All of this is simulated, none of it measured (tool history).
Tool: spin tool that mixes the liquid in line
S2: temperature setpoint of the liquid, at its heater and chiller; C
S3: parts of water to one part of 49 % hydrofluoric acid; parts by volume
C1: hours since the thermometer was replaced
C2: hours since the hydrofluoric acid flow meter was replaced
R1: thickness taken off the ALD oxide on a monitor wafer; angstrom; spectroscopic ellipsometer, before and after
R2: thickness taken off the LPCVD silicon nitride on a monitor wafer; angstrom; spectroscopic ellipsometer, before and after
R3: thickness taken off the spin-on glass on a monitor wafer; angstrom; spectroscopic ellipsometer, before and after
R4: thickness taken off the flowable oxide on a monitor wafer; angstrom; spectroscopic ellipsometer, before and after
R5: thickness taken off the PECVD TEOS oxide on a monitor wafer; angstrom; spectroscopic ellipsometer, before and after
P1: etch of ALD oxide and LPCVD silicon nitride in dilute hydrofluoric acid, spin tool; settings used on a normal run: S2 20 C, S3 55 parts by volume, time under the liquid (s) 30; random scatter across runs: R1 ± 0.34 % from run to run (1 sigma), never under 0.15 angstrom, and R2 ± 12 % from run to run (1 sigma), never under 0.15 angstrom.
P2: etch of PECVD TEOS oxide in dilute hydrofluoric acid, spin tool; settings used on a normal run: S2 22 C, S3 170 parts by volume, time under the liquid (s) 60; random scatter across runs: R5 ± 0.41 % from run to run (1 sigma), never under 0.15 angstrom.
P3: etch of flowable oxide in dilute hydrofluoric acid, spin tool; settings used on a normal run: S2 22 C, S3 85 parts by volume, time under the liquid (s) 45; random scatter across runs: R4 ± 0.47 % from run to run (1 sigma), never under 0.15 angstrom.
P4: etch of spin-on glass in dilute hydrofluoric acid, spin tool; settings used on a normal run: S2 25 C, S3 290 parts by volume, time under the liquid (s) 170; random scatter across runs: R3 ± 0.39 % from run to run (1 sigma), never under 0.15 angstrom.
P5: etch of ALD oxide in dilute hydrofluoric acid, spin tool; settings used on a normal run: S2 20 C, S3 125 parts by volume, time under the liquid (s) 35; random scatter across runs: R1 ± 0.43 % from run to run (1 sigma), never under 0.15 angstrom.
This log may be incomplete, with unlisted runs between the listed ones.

run 1 hour=8.1 | process_that_ran=P1 S2=20 S3=55 time_under_the_liquid_(s)=30 | C1=1010.3 C2=586.7 | R1=151.23 R2=1.6897
run 2 hour=21.2 | process_that_ran=P4 S2=25 S3=290 time_under_the_liquid_(s)=170 | C1=1023.4 C2=599.8 | R3=234.87
run 3 hour=32.4 | process_that_ran=P4 S2=25 S3=290 time_under_the_liquid_(s)=35 | C1=1034.6 C2=611 | R3=48.623
run 4 hour=41.1 | process_that_ran=P3 S2=17 S3=85 time_under_the_liquid_(s)=45 | C1=1043.3 C2=619.7 | R4=157.83
run 5 hour=50.4 | process_that_ran=P1 S2=20 S3=55 time_under_the_liquid_(s)=30 | C1=1052.6 C2=629 | R1=150.89 R2=1.7388
run 6 hour=60.7 | process_that_ran=P1 S2=20 S3=20 time_under_the_liquid_(s)=30 | C1=1062.9 C2=639.3 | R1=432.02 R2=4.9693
run 7 hour=73.3 | process_that_ran=P5 S2=20 S3=25 time_under_the_liquid_(s)=35 | C1=1075.5 C2=651.9 | R1=257.95
run 8 hour=79.7 | process_that_ran=P2 S2=17 S3=170 time_under_the_liquid_(s)=60 | C1=1081.9 C2=658.3 | R5=68.572
run 9 hour=92.5 | process_that_ran=P3 S2=22 S3=85 time_under_the_liquid_(s)=20 | C1=1094.7 C2=671.1 | R4=86.595
run 10 hour=105.2 | process_that_ran=P1 S2=25.5 S3=55 time_under_the_liquid_(s)=30 | C1=1107.4 C2=683.8 | R1=190.6 R2=2.4684
run 11 hour=116 | process_that_ran=P1 S2=20 S3=20 time_under_the_liquid_(s)=15 | C1=1118.2 C2=694.6 | R1=216.67 R2=2.7612
run 12 hour=123.7 | process_that_ran=P1 S2=20 S3=55 time_under_the_liquid_(s)=30 | C1=1125.9 C2=702.3 | R1=152.01 R2=2.184
run 13 hour=134.5 | process_that_ran=P5 S2=27.5 S3=125 time_under_the_liquid_(s)=35 | C1=1136.7 C2=713.1 | R1=60.862
run 14 hour=142.4 | process_that_ran=P3 S2=22 S3=85 time_under_the_liquid_(s)=45 | C1=1144.6 C2=721 | R4=195.98
run 15 hour=150.2 | process_that_ran=P3 S2=22 S3=85 time_under_the_liquid_(s)=45 | C1=1152.4 C2=728.8 | R4=194.02
run 16 hour=160.8 | process_that_ran=P1 S2=20 S3=55 time_under_the_liquid_(s)=15 | C1=1163 C2=739.4 | R1=75.789 R2=1.0426
-- hour=164.3 hydrofluoric acid flow meter replaced
run 17 hour=167.4 | process_that_ran=P2 S2=22 S3=55 time_under_the_liquid_(s)=60 | C1=1169.6 C2=3.1 | R5=296.6
run 18 hour=179.3 | process_that_ran=P4 S2=19.5 S3=290 time_under_the_liquid_(s)=170 | C1=1181.5 C2=15 | R3=194.79
run 19 hour=193 | process_that_ran=P4 S2=25 S3=290 time_under_the_liquid_(s)=170 | C1=1195.2 C2=28.7 | R3=236.83
run 20 hour=200.8 | process_that_ran=P1 S2=17 S3=55 time_under_the_liquid_(s)=30 | C1=1203 C2=36.5 | R1=133.22 R2=1.2087
run 21 hour=207.9 | process_that_ran=P5 S2=20 S3=125 time_under_the_liquid_(s)=35 | C1=1210.1 C2=43.6 | R1=46.149
run 22 hour=215.4 | process_that_ran=P5 S2=20 S3=125 time_under_the_liquid_(s)=55 | C1=1217.6 C2=51.1 | R1=72
run 23 hour=227.8 | process_that_ran=P2 S2=22 S3=170 time_under_the_liquid_(s)=60 | C1=1230 C2=63.5 | R5=84.04
run 24 hour=234.1 | process_that_ran=P2 S2=22 S3=170 time_under_the_liquid_(s)=60 | C1=1236.3 C2=69.8 | R5=83.625
run 25 hour=246.4 | process_that_ran=P1 S2=20 S3=55 time_under_the_liquid_(s)=60 | C1=1248.6 C2=82.1 | R1=300.92 R2=4.2907
run 26 hour=253.1 | process_that_ran=P1 S2=20 S3=55 time_under_the_liquid_(s)=30 | C1=1255.3 C2=88.8 | R1=152.39 R2=1.7994
run 27 hour=262.5 | process_that_ran=P1 S2=20 S3=90 time_under_the_liquid_(s)=30 | C1=1264.7 C2=98.2 | R1=88.312 R2=1.1066
run 28 hour=270.5 | process_that_ran=P1 S2=20 S3=55 time_under_the_liquid_(s)=30 | C1=1272.7 C2=106.2 | R1=150.36 R2=1.9654
run 29 hour=279.9 | process_that_ran=P2 S2=22 S3=170 time_under_the_liquid_(s)=15 | C1=1282.1 C2=115.6 | R5=20.938
run 30 hour=292.7 | process_that_ran=P1 S2=20 S3=55 time_under_the_liquid_(s)=30 | C1=1294.9 C2=128.4 | R1=151.4 R2=1.9452
run 31 hour=301.3 | process_that_ran=P3 S2=22 S3=145 time_under_the_liquid_(s)=45 | C1=1303.5 C2=137 | R4=106.13
run 32 hour=313.3 | process_that_ran=P1 S2=20 S3=55 time_under_the_liquid_(s)=30 | C1=1315.5 C2=149 | R1=150.8 R2=1.8202
run 33 hour=325.7 | process_that_ran=P4 S2=25 S3=480 time_under_the_liquid_(s)=170 | C1=1327.9 C2=161.4 | R3=119.74
run 34 hour=336.2 | process_that_ran=P1 S2=20 S3=55 time_under_the_liquid_(s)=30 | C1=1338.4 C2=171.9 | R1=151.32 R2=1.9701
run 35 hour=346.1 | process_that_ran=P1 S2=20 S3=55 time_under_the_liquid_(s)=30 | C1=1348.3 C2=181.8 | R1=155.42 R2=1.7078
run 36 hour=355.6 | process_that_ran=P1 S2=20 S3=55 time_under_the_liquid_(s)=30 | C1=1357.8 C2=191.3 | R1=158.18 R2=2.0153
run 37 hour=362.5 | process_that_ran=P1 S2=20 S3=55 time_under_the_liquid_(s)=30 | C1=1364.7 C2=198.2 | R1=160.1 R2=2.3185
run 38 hour=370.8 | process_that_ran=P1 S2=20 S3=55 time_under_the_liquid_(s)=30 | C1=1373 C2=206.5 | R1=161.43 R2=1.9628
run 39 hour=379.9 | process_that_ran=P1 S2=20 S3=55 time_under_the_liquid_(s)=30 | C1=1382.1 C2=215.6 | R1=161.97 R2=2.33
run 40 hour=392.9 | process_that_ran=P1 S2=20 S3=55 time_under_the_liquid_(s)=30 | C1=1395.1 C2=228.6 | R1=164.45 R2=2.3619
run 41 hour=404.7 | process_that_ran=P1 S2=20 S3=55 time_under_the_liquid_(s)=30 | C1=1406.9 C2=240.4 | R1=163.9 R2=2.4396
run 42 hour=415.9 | process_that_ran=P1 S2=20 S3=55 time_under_the_liquid_(s)=30 | C1=1418.1 C2=251.6 | R1=163.77 R2=2.4881
run 43 hour=425.2 | process_that_ran=P1 S2=20 S3=55 time_under_the_liquid_(s)=30 | C1=1427.4 C2=260.9 | R1=162.64 R2=1.8395

The log shows P1 creeping away from where it was. Any of the 2 causes listed here, at the size stated for it, fits the log just as well as the others:
A: hydrofluoric acid flow above the setpoint (%) = 7.64
B: liquid hotter than its thermometer reads (K) = 1.87
The creep began at about hour 336.2.

The list below offers 4 check runs, each averaging the results of 2 wafers, and shows each result as a question mark. For which of them would the listed causes give clearly different results?
run check 1 hour=434.5 | process_that_ran=P3 S2=17 S3=140 time_under_the_liquid_(s)=45 | R4=?
run check 2 hour=434.5 | process_that_ran=P2 S2=22 S3=95 time_under_the_liquid_(s)=25 | R5=?
run check 3 hour=434.5 | process_that_ran=P5 S2=27 S3=30 time_under_the_liquid_(s)=35 | R1=?
run check 4 hour=434.5 | process_that_ran=P4 S2=25 S3=290 time_under_the_liquid_(s)=50 | R3=?

If the cause were each of the candidates in turn, the checks would give the following:
check=check_1 result=R4 if_A=98.44 if_B=97.746
check=check_2 result=R5 if_A=73.337 if_B=72.861
check=check_3 result=R1 if_A=308.27 if_B=308.04
check=check_4 result=R3 if_A=76.411 if_B=74.103
Gap, in per cent, between the two causes that each check separates least, read from the result that separates them most: check 1 0.71 %; check 2 0.65 %; check 3 0.08 %; check 4 3.07 %
The other checks would show nearly matching results whichever cause is true, so check 4 is the only one that separates the causes.

With check 4 done, the readings were: R3 76.13 angstrom. Identify which of the listed causes applies.

It was cause A: hydrofluoric acid flow above the setpoint (%).
